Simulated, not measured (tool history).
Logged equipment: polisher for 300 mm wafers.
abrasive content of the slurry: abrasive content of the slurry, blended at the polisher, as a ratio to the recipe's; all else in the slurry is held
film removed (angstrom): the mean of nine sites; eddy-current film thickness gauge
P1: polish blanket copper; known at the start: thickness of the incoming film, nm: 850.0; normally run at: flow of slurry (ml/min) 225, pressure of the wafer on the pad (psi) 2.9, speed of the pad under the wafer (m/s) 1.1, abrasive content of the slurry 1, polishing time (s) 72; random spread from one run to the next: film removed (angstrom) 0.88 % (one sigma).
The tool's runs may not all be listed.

run   hour  flow of slurry (ml/min)  pressure of the wafer on the pad (psi)  speed of the pad under the wafer (m/s)  abrasive content of the slurry  polishing time (s)  film removed (angstrom)
  1   14.8                      225                                     2.9                                     1.1                               1                  72                   2657.8
  2     28                      320                                     3.8                                     1.1                               1                  72                   3613.4
  3   37.6                      225                                     2.9                                     1.1                               1                  72                   2668.6
  4     47                      225                                     2.9                                     1.1                               1                  32                   1191.2
  5   61.5                      225                                       2                                     1.1                               1                  72                   1841.9
  6   72.4                      225                                     2.9                                     1.1                               1                  98                   3625.1
      86.3  -- slurry blender recalibrated
  7   87.3                      225                                     2.9                                     1.1                               1                  72                   2671.3
  8   95.2                      360                                     2.9                                     1.1                               1                  72                   2762.2
  9  105.4                      225                                     3.7                                     1.1                               1                 110                   5166.9
 10  113.1                      135                                     2.9                                     1.4                               1                  72                   3130.5
 11  119.6                      225                                     2.9                                     1.1                               1                  72                   2669.8
 12  127.7                      225                                     2.9                                     1.1                               1                  72                   2701.2
 13  141.1                      225                                     2.9                                     1.7                               1                  72                   4155.4
 14  151.9                      225                                     2.9                                     1.1                            0.55                  72                     2396
 15  159.8                      225                                     2.9                                     1.1                               1                  72                   2654.7
 16  173.5                      135                                     2.9                                     1.1                               1                  72                   2449.2
 17    184                      225                                     2.9                                    0.58                               1                  72                   1401.9
 18  196.6                      225                                     2.9                                     1.1                            1.25                  72                   2781.4
 19  207.5                      225                                     4.5                                     1.1                               1                  72                   4153.3
 20  218.6                      225                                     2.9                                     1.1                               1                  72                   2699.5
 21  226.3                      225                                     2.9                                     1.1                               1                  72                   2573.7
 22  235.2                      225                                     2.9                                     1.1                               1                  72                   2572.3
 23  243.4                      225                                     2.9                                     1.1                               1                  72                   2568.4
 24  250.7                      225                                     2.9                                     1.1                               1                  72                   2482.7
     262.6  -- worn pad replaced by a new one
 25  262.8                      225                                     2.9                                     1.1                               1                  72                   2483.2
 26  277.7                      225                                     2.9                                     1.1                               1                  72                   2509.5
     283.8  -- slurry blender recalibrated
 27  291.8                      225                                     2.9                                     1.1                               1                  72                   2498.9
 28  301.2                      225                                     2.9                                     1.1                               1                  72                   2502.7
 29  309.5                      225                                     2.9                                     1.1                               1                  72                   2466.1

The output of P1 has drifted from where it used to be. Each of the 2 causes below, taken at the size shown beside it, accounts for the log equally well:
A: head's pressure below its setpoint, % = 7.12
B: slurry flow missing at the pad, % = 38.8
The drift started at roughly hour 218.6.
What rules out each remaining cause:
removal rate lost through wear of the pad, %: maintenance at hour 262.6, after the shift began, did not return the process to its former output
abrasive missing from the slurry, %: maintenance at hour 283.8, after the shift began, did not return the process to its former output

Which of the check runs below tells the causes apart, meaning the causes would give it clearly different results? Each run uses 3 wafers whose results are averaged, and each result is shown as a question mark.
check 1  317.8                      225                                     2.9                                    1.64                               1                  50                        ?
check 2  317.8                      225                                     4.2                                     1.6                               1                  72                        ?
check 3  317.8                      140                                     2.9                                     1.1                            0.75                  72                        ?
check 4  317.8                      225                                     2.9                                     1.1                             0.7                  96                        ?

How each check would come out, cause by cause:
  check                   result    if A    if B
check 1  film removed (angstrom)  2559.5  2559.2
check 2  film removed (angstrom)  5207.7    5207
check 3  film removed (angstrom)  2167.5  2082.3
check 4  film removed (angstrom)  3058.6  3058.2
Gap, in per cent, between the two causes that each check separates least, read from the result that separates them most: check 1 0.01 %; check 2 0.01 %; check 3 4.01 %; check 4 0.01 %
The other checks would show nearly matching results whichever cause is true, so check 3 is the only one that separates the causes.

Running check 3 produced the following: film removed (angstrom) 2160.9. Which one of the listed causes fits?

It was cause A: head's pressure below its setpoint, %.
